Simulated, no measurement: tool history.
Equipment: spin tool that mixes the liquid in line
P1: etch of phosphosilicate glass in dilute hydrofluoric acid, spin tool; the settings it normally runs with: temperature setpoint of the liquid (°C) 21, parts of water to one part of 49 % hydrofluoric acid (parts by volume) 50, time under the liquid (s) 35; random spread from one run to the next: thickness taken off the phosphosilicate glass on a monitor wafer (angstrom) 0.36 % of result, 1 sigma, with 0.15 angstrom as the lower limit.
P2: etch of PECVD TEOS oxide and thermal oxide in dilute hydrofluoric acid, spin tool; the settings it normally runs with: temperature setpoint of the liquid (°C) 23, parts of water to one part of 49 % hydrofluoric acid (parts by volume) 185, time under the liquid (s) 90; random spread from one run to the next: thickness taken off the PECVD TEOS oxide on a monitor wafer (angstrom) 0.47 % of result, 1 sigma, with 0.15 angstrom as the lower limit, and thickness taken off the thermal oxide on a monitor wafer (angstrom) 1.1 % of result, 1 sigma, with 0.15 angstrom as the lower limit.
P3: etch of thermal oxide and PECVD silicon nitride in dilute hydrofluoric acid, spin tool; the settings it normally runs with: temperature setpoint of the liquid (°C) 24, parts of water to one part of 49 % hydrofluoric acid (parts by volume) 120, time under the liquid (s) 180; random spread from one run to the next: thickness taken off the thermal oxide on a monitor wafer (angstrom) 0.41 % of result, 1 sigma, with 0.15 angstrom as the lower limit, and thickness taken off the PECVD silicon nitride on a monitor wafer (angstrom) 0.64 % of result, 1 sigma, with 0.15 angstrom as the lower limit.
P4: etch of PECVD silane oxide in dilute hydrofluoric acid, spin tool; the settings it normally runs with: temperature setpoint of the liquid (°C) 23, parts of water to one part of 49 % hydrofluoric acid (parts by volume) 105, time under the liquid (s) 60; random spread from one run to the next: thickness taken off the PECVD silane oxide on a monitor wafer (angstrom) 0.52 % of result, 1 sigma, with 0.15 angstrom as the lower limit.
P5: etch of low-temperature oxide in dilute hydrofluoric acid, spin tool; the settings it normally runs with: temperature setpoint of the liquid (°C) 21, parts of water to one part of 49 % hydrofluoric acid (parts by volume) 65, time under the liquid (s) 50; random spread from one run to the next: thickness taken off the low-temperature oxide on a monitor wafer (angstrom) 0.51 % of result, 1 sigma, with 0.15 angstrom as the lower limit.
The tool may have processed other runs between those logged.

run	hour	process that ran	temperature setpoint of the liquid (°C)	parts of water to one part of 49 % hydrofluoric acid (parts by volume)	time under the liquid (s)	hours since the thermometer was replaced	hours since the hydrofluoric acid flow meter was replaced	thickness taken off the phosphosilicate glass on a monitor wafer (angstrom)	thickness taken off the low-temperature oxide on a monitor wafer (angstrom)	thickness taken off the PECVD silane oxide on a monitor wafer (angstrom)	thickness taken off the PECVD TEOS oxide on a monitor wafer (angstrom)	thickness taken off the thermal oxide on a monitor wafer (angstrom)	thickness taken off the PECVD silicon nitride on a monitor wafer (angstrom)
1	6.7	P1	21	50	35	268.1	677.4	385.1					
2	14.4	P5	27.5	65	50	275.8	685.1		119.17				
3	27.1	P1	21	75	35	288.5	697.8	248.57					
4	35.6	P1	21	50	35	297	706.3	386.83					
5	41.2	P4	30	105	60	302.6	711.9			356.63			
6	51.9	P2	17	185	90	313.3	722.6				42.716	15.481	
7	63.4	P1	17	50	65	324.8	734.1	601.92					
8	76.1	P2	23	185	30	337.5	746.8				17.944	6.6654	
9	84	P2	23	320	90	345.4	754.7				27.111	10.248	
10	94.5	P1	17	50	35	355.9	765.2	325.39					
11	104.7	P3	24	120	180	366.1	775.4					73.667	47.427
12	113.1	P5	21	65	50	374.5	783.8		91.667				
13	121.1	P3	32.5	120	180	382.5	791.8					101.46	82.1
14	130.9	P4	23	105	60	392.3	801.6			273.97			
15	143.1	P1	21	20	35	404.5	813.8	998.67					
16	155.3	P5	21	110	50	416.7	826		51.448				
17	165.2	P2	23	185	90	426.6	835.9				53.556	19.779	
18	174.7	P3	24	120	290	436.1	845.4					118.68	77.022
19	180.8	P3	24	120	180	442.2	851.5					73.823	47.66
20	191.3	P5	21	65	20	452.7	862		37.033				
21	199.8	P5	21	65	50	461.2	870.5		90.962				
22	209.7	P1	21	80	15	471.1	880.4	99.735					
23	220.9	P2	23	185	90	482.3	891.6				53.616	19.835	
24	229.1	P1	21	50	35	490.5	899.8	385.42					
25	234.9	P4	23	105	20	496.3	905.6			92.129			
26	246.6	P1	21	50	15	508	917.3	164.11					
27	259.5	P3	24	20	180	520.9	930.2					505.99	275.47
28	271	P1	21	50	35	532.4	941.7	386.73					
29	279	P4	23	180	60	540.4	949.7			148.11			
30	285.9	P1	21	50	55	547.3	956.6	604.28					
31	291.9	P1	21	50	35	553.3	962.6	386.84					
32	302	P1	21	30	65	563.4	972.7	1218.9					
33	311.5	P1	29.5	50	35	572.9	982.2	544.08					
34	322.8	P1	21	50	35	584.2	993.5	383.2					
35	330.8	P1	21	50	35	592.2	1001.5	376.53					
36	338.1	P1	21	50	35	599.5	1008.8	374.72					
37	347.1	P1	21	50	35	608.5	1017.8	367.09					
38	358.4	P1	21	50	35	619.8	1029.1	363.65					
39	368.5	P1	21	50	35	629.9	1039.2	362.8					
40	374.7	P1	21	50	35	636.1	1045.4	363.46					
41	382.9	P1	21	50	35	644.3	1053.6	357.45					
42	393.7	P1	21	50	35	655.1	1064.4	359.42					
43	400.9	P1	21	50	35	662.3	1071.6	359.88					
44	411.7	P1	21	50	35	673.1	1082.4	357.6					
45	420.7	P1	21	50	35	682.1	1091.4	359.24					

Compared with where it was, what P1 gives has crept away. Each cause listed below fits the log as well as the rest, at the size given for it:
A: hydrofluoric acid flow below the setpoint (%) = 6.62
B: liquid colder than its thermometer reads (K) = 1.72
The creep began at about hour 322.8.

Consider the 4 single-wafer check runs listed below, results given as question marks: which one distinguishes between the causes by giving clearly different results for each?
check 1	429.7	P4	23	135	60					?			
check 2	429.7	P3	24	30	285							?	?
check 3	429.7	P5	25.5	110	50				?				
check 4	429.7	P2	17	185	90						?	?	

Outcome of each check run for each possible cause:
check	result	if A	if B
check 1	thickness taken off the PECVD silane oxide on a monitor wafer (angstrom)	189.75	191.97
check 2	thickness taken off the thermal oxide on a monitor wafer (angstrom)	486.99	486.52
check 2	thickness taken off the PECVD silicon nitride on a monitor wafer (angstrom)	274.32	260.54
check 3	thickness taken off the low-temperature oxide on a monitor wafer (angstrom)	56.707	57.333
check 4	thickness taken off the PECVD TEOS oxide on a monitor wafer (angstrom)	39.237	39.666
check 4	thickness taken off the thermal oxide on a monitor wafer (angstrom)	14.552	14.711
Per-check spread between the two closest causes, in the result where they differ most: check 1 1.17 %; check 2 5.15 %; check 3 1.1 %; check 4 1.09 %
Only check 2 tells the causes apart: in the others they would give nearly the same result.

With check 2 done, the readings were: thickness taken off the thermal oxide on a monitor wafer (angstrom) 488.16; thickness taken off the PECVD silicon nitride on a monitor wafer (angstrom) 275.45. Identify which of the listed causes applies.

It was cause A: hydrofluoric acid flow below the setpoint (%).
